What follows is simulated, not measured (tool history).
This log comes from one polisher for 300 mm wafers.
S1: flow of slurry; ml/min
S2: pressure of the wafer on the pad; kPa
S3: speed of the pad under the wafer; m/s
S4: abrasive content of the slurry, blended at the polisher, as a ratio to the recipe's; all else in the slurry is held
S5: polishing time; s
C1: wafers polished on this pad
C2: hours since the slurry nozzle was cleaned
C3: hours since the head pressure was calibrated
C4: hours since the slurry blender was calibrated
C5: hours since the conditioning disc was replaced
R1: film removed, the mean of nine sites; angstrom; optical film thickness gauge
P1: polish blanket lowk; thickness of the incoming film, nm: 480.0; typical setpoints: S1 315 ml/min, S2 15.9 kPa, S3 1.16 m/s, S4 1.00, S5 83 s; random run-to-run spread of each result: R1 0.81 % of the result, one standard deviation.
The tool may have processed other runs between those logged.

run	day	S1	S2	S3	S4	S5	C1	C2	C3	C4	C5	R1
1	0.388	315	15.9	1.16	1.00	83	807	275.6	155.2	37.6	89.8	541.74
2	0.642	190	15.9	1.16	0.75	83	869	281.7	161.3	43.7	95.9	441.82
3	0.912	190	15.9	1.16	1.00	83	935	288.2	167.8	50.2	102.4	508.29
# day 1.008: slurry nozzle cleaned
4	1.217	315	15.9	1.16	1.00	111	1009	5.1	175.1	57.5	109.7	725.20
5	1.475	315	15.9	1.16	1.00	83	1072	11.3	181.3	63.7	115.9	541.42
6	1.771	315	15.9	1.16	1.00	47	1145	18.4	188.4	70.8	123.0	307.98
7	2.158	315	24.1	1.16	1.00	83	1239	27.7	197.7	80.1	132.3	819.69
8	2.492	315	15.9	1.16	1.45	83	1320	35.7	205.7	88.1	140.3	632.07
9	2.758	425	15.9	1.16	1.00	83	1385	42.1	212.1	94.5	146.7	545.00
10	3.075	315	15.9	1.16	1.00	83	1463	49.7	219.7	102.1	154.3	542.27
11	3.275	315	15.9	1.82	1.00	83	1511	54.5	224.5	106.9	159.1	786.27
12	3.479	315	6.9	1.16	1.00	83	1561	59.4	229.4	111.8	164.0	235.27
13	3.675	315	15.9	1.16	1.00	83	1609	64.1	234.1	116.5	168.7	544.90
14	3.988	315	15.9	1.16	0.50	83	1685	71.6	241.6	124.0	176.2	374.48
15	4.183	315	15.9	0.52	1.00	83	1733	76.3	246.3	128.7	180.9	287.81
16	4.429	315	7.6	1.66	1.00	83	1793	82.2	252.2	134.6	186.8	347.89
17	4.642	315	15.9	1.16	1.00	83	1845	87.3	257.3	139.7	191.9	544.62
18	4.979	315	15.9	1.16	1.00	83	1927	95.4	265.4	147.8	200.0	516.71
19	5.304	315	15.9	1.16	1.00	83	2006	103.2	273.2	155.6	207.8	504.11
20	5.658	315	15.9	1.16	1.00	83	2093	111.7	281.7	164.1	216.3	487.83
# day 5.954: head pressure recalibrated
21	6.012	315	15.9	1.16	1.00	83	2179	120.2	1.4	172.6	224.8	480.07
22	6.296	315	15.9	1.16	1.00	83	2248	127.0	8.2	179.4	231.6	476.59
23	6.500	315	15.9	1.16	1.00	83	2298	131.9	13.1	184.3	236.5	475.88
24	6.688	315	15.9	1.16	1.00	83	2344	136.4	17.6	188.8	241.0	478.18
# day 6.750: conditioning disc replaced and pad reconditioned
25	6.904	315	15.9	1.16	1.00	83	2396	141.6	22.8	194.0	3.7	475.14
26	7.188	315	15.9	1.16	1.00	83	2466	148.4	29.6	200.8	10.5	478.77

Expected results for the next run?
27	7.362	315	15.9	1.16	1.00	83	2508	152.6	33.8	205.0	14.7	?

R1: 482.57 angstrom
